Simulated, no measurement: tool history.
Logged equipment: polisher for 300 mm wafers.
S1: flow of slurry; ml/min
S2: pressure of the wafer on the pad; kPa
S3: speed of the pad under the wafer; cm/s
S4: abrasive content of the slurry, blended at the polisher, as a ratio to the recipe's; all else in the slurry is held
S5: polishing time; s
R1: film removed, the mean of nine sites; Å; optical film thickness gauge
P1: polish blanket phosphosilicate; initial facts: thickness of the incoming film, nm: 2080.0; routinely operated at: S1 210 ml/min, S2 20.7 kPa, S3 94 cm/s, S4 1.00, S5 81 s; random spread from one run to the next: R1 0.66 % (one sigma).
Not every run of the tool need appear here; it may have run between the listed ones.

{"run": 1, "day": 0.362, "S1": 210, "S2": 20.7, "S3": 94, "S4": 1.0, "S5": 81, "R1": 5666.6}
{"run": 2, "day": 0.588, "S1": 210, "S2": 20.7, "S3": 52, "S4": 1.0, "S5": 81, "R1": 3535.6}
{"run": 3, "day": 0.896, "S1": 210, "S2": 11.7, "S3": 94, "S4": 1.0, "S5": 81, "R1": 3197.4}
{"run": 4, "day": 1.183, "S1": 210, "S2": 20.7, "S3": 94, "S4": 1.0, "S5": 81, "R1": 5711.8}
{"run": 5, "day": 1.492, "S1": 210, "S2": 20.7, "S3": 94, "S4": 1.0, "S5": 81, "R1": 5706.1}
{"run": 6, "day": 1.933, "S1": 210, "S2": 20.7, "S3": 94, "S4": 1.0, "S5": 39, "R1": 2751.6}
{"run": 7, "day": 2.279, "S1": 210, "S2": 20.7, "S3": 120, "S4": 0.6, "S5": 81, "R1": 5261.2}
{"run": 8, "day": 2.646, "S1": 210, "S2": 27.6, "S3": 94, "S4": 1.0, "S5": 81, "R1": 7594.2}
{"run": 9, "day": 2.95, "S1": 210, "S2": 20.7, "S3": 94, "S4": 1.25, "S5": 81, "R1": 6276.8}
{"run": 10, "day": 3.3, "S1": 210, "S2": 20.7, "S3": 94, "S4": 1.0, "S5": 108, "R1": 7550.6}
{"run": 11, "day": 3.746, "S1": 125, "S2": 20.7, "S3": 94, "S4": 1.0, "S5": 81, "R1": 5208.2}
{"run": 12, "day": 4.088, "S1": 210, "S2": 20.7, "S3": 146, "S4": 1.0, "S5": 81, "R1": 8064.0}
{"run": 13, "day": 4.433, "S1": 210, "S2": 20.7, "S3": 94, "S4": 1.0, "S5": 81, "R1": 5676.8}
{"run": 14, "day": 4.717, "S1": 210, "S2": 20.7, "S3": 94, "S4": 0.5, "S5": 81, "R1": 3910.9}
{"run": 15, "day": 4.946, "S1": 330, "S2": 20.7, "S3": 94, "S4": 1.0, "S5": 81, "R1": 5934.5}
{"run": 16, "day": 5.271, "S1": 210, "S2": 20.7, "S3": 94, "S4": 1.0, "S5": 81, "R1": 5685.0}
{"run": 17, "day": 5.621, "S1": 210, "S2": 20.7, "S3": 94, "S4": 1.0, "S5": 81, "R1": 5547.6}
{"run": 18, "day": 6.067, "S1": 210, "S2": 20.7, "S3": 94, "S4": 1.0, "S5": 81, "R1": 5393.9}
{"run": 19, "day": 6.342, "S1": 210, "S2": 20.7, "S3": 94, "S4": 1.0, "S5": 81, "R1": 5261.6}
{"run": 20, "day": 6.629, "S1": 210, "S2": 20.7, "S3": 94, "S4": 1.0, "S5": 81, "R1": 5243.5}
{"day": 6.696, "done": "worn pad replaced by a new one"}
{"day": 7.004, "done": "slurry nozzle cleaned"}
{"run": 21, "day": 7.046, "S1": 210, "S2": 20.7, "S3": 94, "S4": 1.0, "S5": 81, "R1": 5180.7}
{"run": 22, "day": 7.375, "S1": 210, "S2": 20.7, "S3": 94, "S4": 1.0, "S5": 81, "R1": 5191.7}
{"run": 23, "day": 7.704, "S1": 210, "S2": 20.7, "S3": 94, "S4": 1.0, "S5": 81, "R1": 5106.3}
{"day": 7.842, "done": "conditioning disc replaced and pad reconditioned"}
{"run": 24, "day": 8.046, "S1": 210, "S2": 20.7, "S3": 94, "S4": 1.0, "S5": 81, "R1": 5051.4}
{"run": 25, "day": 8.271, "S1": 210, "S2": 20.7, "S3": 94, "S4": 1.0, "S5": 81, "R1": 5084.8}
{"run": 26, "day": 8.692, "S1": 210, "S2": 20.7, "S3": 94, "S4": 1.0, "S5": 81, "R1": 5072.2}
{"run": 27, "day": 8.996, "S1": 210, "S2": 20.7, "S3": 94, "S4": 1.0, "S5": 81, "R1": 5151.1}

The output of P1 has drifted from where it used to be. Each of the 2 causes below, taken at the size shown beside it, accounts for the log equally well:
A: head's pressure below its setpoint, % = 10.1
B: abrasive missing from the slurry, % = 19.9
Creep in the process output first set in at about day 5.271.
Ruled out, with reasons:
removal rate lost through wear of the pad, %: serviced after onset, at day 6.696, with no recovery of the prior output
slurry flow missing at the pad, %: serviced after onset, at day 7.004, with no recovery of the prior output
time polished since the conditioner stopped cutting, s: serviced after onset, at day 7.842, with no recovery of the prior output

4 check runs are offered, each on 3 wafers whose results are averaged, their results left as question marks. Which one tells the causes apart?
{"run": "check 1", "day": 9.3, "S1": 130, "S2": 20.7, "S3": 94, "S4": 0.6, "S5": 81, "R1": "?"}
{"run": "check 2", "day": 9.3, "S1": 210, "S2": 14.5, "S3": 70, "S4": 1.0, "S5": 81, "R1": "?"}
{"run": "check 3", "day": 9.3, "S1": 325, "S2": 20.7, "S3": 94, "S4": 1.0, "S5": 81, "R1": "?"}
{"run": "check 4", "day": 9.3, "S1": 155, "S2": 12.4, "S3": 94, "S4": 1.0, "S5": 81, "R1": "?"}

What each check would give under each cause:
check=check_1 result=R1 if_A=3626.0 if_B=3524.3
check=check_2 result=R1 if_A=2821.0 if_B=2819.6
check=check_3 result=R1 if_A=5338.7 if_B=5335.9
check=check_4 result=R1 if_A=2927.6 if_B=2926.1
Per check, the gap between the least separated pair of causes, taken in the result that splits them most: check 1 2.84 %; check 2 0.05 %; check 3 0.05 %; check 4 0.05 %
Only in check 1 would the causes give clearly different results; in the remaining checks their results would be nearly the same.

The results of check 1 are: R1 3632.3 Å. Based on these, which of the listed causes is it?

A is the cause: head's pressure below its setpoint, %.
